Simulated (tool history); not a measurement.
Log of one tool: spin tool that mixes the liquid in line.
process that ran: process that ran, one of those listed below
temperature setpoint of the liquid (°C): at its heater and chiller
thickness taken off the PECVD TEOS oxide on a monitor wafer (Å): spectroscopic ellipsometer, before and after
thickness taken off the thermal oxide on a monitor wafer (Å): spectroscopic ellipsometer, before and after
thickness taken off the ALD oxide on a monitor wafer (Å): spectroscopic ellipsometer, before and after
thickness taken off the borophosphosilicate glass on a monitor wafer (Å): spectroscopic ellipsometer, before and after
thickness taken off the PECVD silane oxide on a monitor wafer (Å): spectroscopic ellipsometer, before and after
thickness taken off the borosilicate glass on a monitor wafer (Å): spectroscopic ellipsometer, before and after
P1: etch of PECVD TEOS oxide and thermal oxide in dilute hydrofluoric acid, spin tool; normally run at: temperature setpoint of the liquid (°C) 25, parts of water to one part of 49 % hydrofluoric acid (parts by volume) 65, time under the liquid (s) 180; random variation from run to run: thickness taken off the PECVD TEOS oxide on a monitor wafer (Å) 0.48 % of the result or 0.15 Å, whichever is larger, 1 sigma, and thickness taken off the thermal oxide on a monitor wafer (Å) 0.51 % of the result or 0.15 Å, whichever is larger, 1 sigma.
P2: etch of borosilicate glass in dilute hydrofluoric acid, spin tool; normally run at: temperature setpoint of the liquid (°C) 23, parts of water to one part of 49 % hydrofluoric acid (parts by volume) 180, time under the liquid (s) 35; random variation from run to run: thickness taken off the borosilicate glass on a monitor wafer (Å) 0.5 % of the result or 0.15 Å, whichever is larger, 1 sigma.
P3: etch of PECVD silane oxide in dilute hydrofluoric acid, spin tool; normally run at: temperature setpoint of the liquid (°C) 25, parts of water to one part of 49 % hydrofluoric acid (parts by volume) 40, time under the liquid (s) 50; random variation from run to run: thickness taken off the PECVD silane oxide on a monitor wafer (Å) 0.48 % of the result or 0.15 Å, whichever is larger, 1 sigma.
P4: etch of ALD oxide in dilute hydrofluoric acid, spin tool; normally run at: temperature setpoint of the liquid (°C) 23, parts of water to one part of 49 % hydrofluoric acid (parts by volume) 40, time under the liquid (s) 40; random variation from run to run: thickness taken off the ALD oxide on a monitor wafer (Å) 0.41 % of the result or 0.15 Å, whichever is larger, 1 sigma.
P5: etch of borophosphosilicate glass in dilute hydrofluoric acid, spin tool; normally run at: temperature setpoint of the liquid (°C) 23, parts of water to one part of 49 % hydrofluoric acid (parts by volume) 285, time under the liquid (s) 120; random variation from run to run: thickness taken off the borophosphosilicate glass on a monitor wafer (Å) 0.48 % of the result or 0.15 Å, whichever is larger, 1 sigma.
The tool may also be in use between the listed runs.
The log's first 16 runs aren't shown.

run	day	process that ran	temperature setpoint of the liquid (°C)	parts of water to one part of 49 % hydrofluoric acid (parts by volume)	time under the liquid (s)	hours since the thermometer was replaced	hours since the hydrofluoric acid flow meter was replaced	thickness taken off the PECVD TEOS oxide on a monitor wafer (Å)	thickness taken off the thermal oxide on a monitor wafer (Å)	thickness taken off the ALD oxide on a monitor wafer (Å)	thickness taken off the borophosphosilicate glass on a monitor wafer (Å)	thickness taken off the PECVD silane oxide on a monitor wafer (Å)	thickness taken off the borosilicate glass on a monitor wafer (Å)
17	3.429	P5	23	285	120	634.2	1170.8				124.23		
18	3.579	P1	25	65	265	637.8	1174.4	700.3	214.62				
19	3.796	P4	18.5	40	40	643	1179.6			153.35			
20	4.071	P1	25	30	180	649.6	1186.2	1076.2	328.4				
21	4.304	P2	17	180	35	655.2	1191.8						35.39
22	4.571	P1	25	65	180	661.6	1198.2	474.35	145.63				
23	4.788	P1	25	65	45	666.8	1203.4	118.83	36.25				
24	4.988	P2	23	180	35	671.6	1208.2						44.774
25	5.129	P2	23	180	65	675	1211.6						83.309
26	5.262	P1	25	65	180	678.2	1214.8	473.67	145.31				
27	5.45	P1	32	65	180	682.7	1219.3	622.24	190.74				
28	5.75	P1	25	115	180	689.9	1226.5	250.52	77.307				
29	5.975	P4	23	40	15	695.3	1231.9			69.183			
30	6.204	P1	25	65	180	700.8	1237.4	473.05	145.83				

The next listed run, before its measurement:
31	6.433	P5	23	285	190	706.3	1242.9				?		

Run 31 gave thickness taken off the borophosphosilicate glass on a monitor wafer (Å) 198.45.
